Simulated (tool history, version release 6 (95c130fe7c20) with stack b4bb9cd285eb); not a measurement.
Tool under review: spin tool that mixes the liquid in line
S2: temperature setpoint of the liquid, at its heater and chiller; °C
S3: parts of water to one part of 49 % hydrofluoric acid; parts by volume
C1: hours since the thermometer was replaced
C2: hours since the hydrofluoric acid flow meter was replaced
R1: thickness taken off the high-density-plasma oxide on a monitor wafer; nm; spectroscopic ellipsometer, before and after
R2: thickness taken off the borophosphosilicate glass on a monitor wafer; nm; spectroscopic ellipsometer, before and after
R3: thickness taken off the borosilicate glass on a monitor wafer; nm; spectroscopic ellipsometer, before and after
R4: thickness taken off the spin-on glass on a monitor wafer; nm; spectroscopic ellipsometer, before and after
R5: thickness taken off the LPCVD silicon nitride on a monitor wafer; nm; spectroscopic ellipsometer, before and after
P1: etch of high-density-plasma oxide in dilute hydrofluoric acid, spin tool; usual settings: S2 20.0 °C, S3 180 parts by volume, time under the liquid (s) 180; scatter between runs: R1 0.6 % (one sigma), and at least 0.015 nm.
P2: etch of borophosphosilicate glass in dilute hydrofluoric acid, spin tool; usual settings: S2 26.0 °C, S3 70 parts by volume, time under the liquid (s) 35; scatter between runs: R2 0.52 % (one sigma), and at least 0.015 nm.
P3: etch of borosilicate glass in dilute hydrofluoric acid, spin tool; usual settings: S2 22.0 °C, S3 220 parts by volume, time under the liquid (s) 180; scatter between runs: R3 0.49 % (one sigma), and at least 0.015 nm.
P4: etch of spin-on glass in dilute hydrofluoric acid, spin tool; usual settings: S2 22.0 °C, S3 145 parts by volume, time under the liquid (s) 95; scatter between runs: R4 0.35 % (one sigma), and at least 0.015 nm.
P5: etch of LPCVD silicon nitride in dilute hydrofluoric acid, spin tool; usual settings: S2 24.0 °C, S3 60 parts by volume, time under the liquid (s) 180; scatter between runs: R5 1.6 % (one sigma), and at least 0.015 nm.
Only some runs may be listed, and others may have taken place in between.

Run 1, hour 4.8: process that ran P1, S2 20.0 °C, S3 180 parts by volume, time under the liquid (s) 180; C1 1229.5; C2 1294.0. Result: R1 5.65900 nm.
Run 2, hour 12.3: process that ran P2, S2 26.0 °C, S3 70 parts by volume, time under the liquid (s) 20; C1 1237.0; C2 1301.5. Result: R2 16.519 nm.
Run 3, hour 17.2: process that ran P1, S2 17.0 °C, S3 180 parts by volume, time under the liquid (s) 80; C1 1241.9; C2 1306.4. Result: R1 2.23270 nm.
Run 4, hour 22.5: process that ran P1, S2 20.0 °C, S3 250 parts by volume, time under the liquid (s) 180; C1 1247.2; C2 1311.7. Result: R1 3.82220 nm.
Run 5, hour 31.0: process that ran P3, S2 22.0 °C, S3 220 parts by volume, time under the liquid (s) 55; C1 1255.7; C2 1320.2. Result: R3 5.7952 nm.
Run 6, hour 36.3: process that ran P4, S2 29.5 °C, S3 145 parts by volume, time under the liquid (s) 95; C1 1261.0; C2 1325.5. Result: R4 49.883 nm.
Run 7, hour 42.7: process that ran P2, S2 34.0 °C, S3 70 parts by volume, time under the liquid (s) 35; C1 1267.4; C2 1331.9. Result: R2 39.232 nm.
Run 8, hour 50.5: process that ran P4, S2 22.0 °C, S3 145 parts by volume, time under the liquid (s) 150; C1 1275.2; C2 1339.7. Result: R4 58.791 nm.
Run 9, hour 57.7: process that ran P2, S2 26.0 °C, S3 120 parts by volume, time under the liquid (s) 35; C1 1282.4; C2 1346.9. Result: R2 15.794 nm.
Run 10, hour 64.3: process that ran P1, S2 20.0 °C, S3 85 parts by volume, time under the liquid (s) 180; C1 1289.0; C2 1353.5. Result: R1 13.31700 nm.
Run 11, hour 72.4: process that ran P5, S2 24.0 °C, S3 25 parts by volume, time under the liquid (s) 180; C1 1297.1; C2 1361.6. Result: R5 3.9009 nm.
Run 12, hour 80.3: process that ran P3, S2 22.0 °C, S3 115 parts by volume, time under the liquid (s) 180; C1 1305.0; C2 1369.5. Result: R3 39.9710 nm.
Run 13, hour 86.2: process that ran P1, S2 20.0 °C, S3 180 parts by volume, time under the liquid (s) 25; C1 1310.9; C2 1375.4. Result: R1 0.80474 nm.
Run 14, hour 91.7: process that ran P2, S2 26.0 °C, S3 70 parts by volume, time under the liquid (s) 35; C1 1316.4; C2 1380.9. Result: R2 28.920 nm.
Run 15, hour 99.0: process that ran P3, S2 22.0 °C, S3 220 parts by volume, time under the liquid (s) 180; C1 1323.7; C2 1388.2. Result: R3 18.9070 nm.
Run 16, hour 104.0: process that ran P1, S2 20.0 °C, S3 180 parts by volume, time under the liquid (s) 180; C1 1328.7; C2 1393.2. Result: R1 5.67240 nm.
Run 17, hour 108.8: process that ran P1, S2 20.0 °C, S3 180 parts by volume, time under the liquid (s) 360; C1 1333.5; C2 1398.0. Result: R1 11.41500 nm.
Run 18, hour 112.6: process that ran P5, S2 24.0 °C, S3 60 parts by volume, time under the liquid (s) 360; C1 1337.3; C2 1401.8. Result: R5 3.2413 nm.
Run 19, hour 118.8: process that ran P1, S2 20.0 °C, S3 75 parts by volume, time under the liquid (s) 270; C1 1343.5; C2 1408.0. Result: R1 23.12100 nm.
Run 20, hour 126.1: process that ran P1, S2 20.0 °C, S3 180 parts by volume, time under the liquid (s) 180; C1 1350.8; C2 1415.3. Result: R1 5.70840 nm.
Run 21, hour 132.8: process that ran P3, S2 17.0 °C, S3 220 parts by volume, time under the liquid (s) 180; C1 1357.5; C2 1422.0. Result: R3 15.5960 nm.
Run 22, hour 137.8: process that ran P1, S2 17.0 °C, S3 180 parts by volume, time under the liquid (s) 180; C1 1362.5; C2 1427.0. Result: R1 5.07180 nm.
Run 23, hour 142.5: process that ran P5, S2 17.0 °C, S3 60 parts by volume, time under the liquid (s) 180; C1 1367.2; C2 1431.7. Result: R5 1.0305 nm.
Run 24, hour 148.1: process that ran P1, S2 28.0 °C, S3 180 parts by volume, time under the liquid (s) 180; C1 1372.8; C2 1437.3. Result: R1 7.70150 nm.
Run 25, hour 153.1: process that ran P4, S2 22.0 °C, S3 145 parts by volume, time under the liquid (s) 95; C1 1377.8; C2 1442.3. Result: R4 37.554 nm.
Run 26, hour 158.3: process that ran P1, S2 20.0 °C, S3 180 parts by volume, time under the liquid (s) 180; C1 1383.0; C2 1447.5. Result: R1 5.67240 nm.
Run 27, hour 165.5: process that ran P5, S2 24.0 °C, S3 60 parts by volume, time under the liquid (s) 180; C1 1390.2; C2 1454.7. Result: R5 1.6519 nm.
Run 28, hour 171.2: process that ran P1, S2 20.0 °C, S3 180 parts by volume, time under the liquid (s) 180; C1 1395.9; C2 1460.4. Result: R1 5.66250 nm.
Run 29, hour 176.0: process that ran P4, S2 22.0 °C, S3 200 parts by volume, time under the liquid (s) 95; C1 1400.7; C2 1465.2. Result: R4 25.426 nm.
Run 30, hour 184.1: process that ran P1, S2 20.0 °C, S3 180 parts by volume, time under the liquid (s) 180; C1 1408.8; C2 1473.3. Result: R1 5.69520 nm.
Run 31, hour 192.2: process that ran P1, S2 20.0 °C, S3 180 parts by volume, time under the liquid (s) 180; C1 1416.9; C2 1481.4. Result: R1 5.40220 nm.
Run 32, hour 197.8: process that ran P1, S2 20.0 °C, S3 180 parts by volume, time under the liquid (s) 180; C1 1422.5; C2 1487.0. Result: R1 5.44970 nm.
Run 33, hour 203.8: process that ran P1, S2 20.0 °C, S3 180 parts by volume, time under the liquid (s) 180; C1 1428.5; C2 1493.0. Result: R1 5.30140 nm.
Run 34, hour 209.7: process that ran P1, S2 20.0 °C, S3 180 parts by volume, time under the liquid (s) 180; C1 1434.4; C2 1498.9. Result: R1 5.33920 nm.
Run 35, hour 214.1: process that ran P1, S2 20.0 °C, S3 180 parts by volume, time under the liquid (s) 180; C1 1438.8; C2 1503.3. Result: R1 5.32340 nm.
Run 36, hour 221.5: process that ran P1, S2 20.0 °C, S3 180 parts by volume, time under the liquid (s) 180; C1 1446.2; C2 1510.7. Result: R1 5.27740 nm.
Run 37, hour 226.9: process that ran P1, S2 20.0 °C, S3 180 parts by volume, time under the liquid (s) 180; C1 1451.6; C2 1516.1. Result: R1 5.26090 nm.
Run 38, hour 235.5: process that ran P1, S2 20.0 °C, S3 180 parts by volume, time under the liquid (s) 180; C1 1460.2; C2 1524.7. Result: R1 5.31210 nm.

Something has made what P1 gives creep away from where it was; the 2 causes below, each at its own stated size, fit the log equally well:
A: liquid colder than its thermometer reads (K) = 1.98
B: hydrofluoric acid flow below the setpoint (%) = 6.36
The gradual shift began around hour 184.1.

Below are 4 check runs, each averaged over 3 wafers, with their results shown as question marks. Which of them would give clearly different results depending on which cause is behind the drift?
Run check 1, hour 244.1: process that ran P3, S2 22.0 °C, S3 145 parts by volume, time under the liquid (s) 75. Result: R3 ?.
Run check 2, hour 244.1: process that ran P5, S2 24.0 °C, S3 60 parts by volume, time under the liquid (s) 340. Result: R5 ?.
Run check 3, hour 244.1: process that ran P4, S2 25.5 °C, S3 145 parts by volume, time under the liquid (s) 95. Result: R4 ?.
Run check 4, hour 244.1: process that ran P2, S2 26.0 °C, S3 95 parts by volume, time under the liquid (s) 35. Result: R2 ?.

If the cause were each of the candidates in turn, the checks would give the following:
  check  result     if A     if B
check 1      R3  11.8790  11.9010
check 2      R5   2.7632   2.9614
check 3      R4   39.701   39.629
check 4      R2   19.008   19.084
Separation of the two closest causes in each check, using whichever result separates them best: check 1 0.18 %; check 2 6.93 %; check 3 0.18 %; check 4 0.4 %
The other checks would show nearly matching results whichever cause is true, so check 2 is the only one that separates the causes.

Check 2 was then run and gave: R5 2.9551 nm. Which cause is it?

It is B: hydrofluoric acid flow below the setpoint (%).
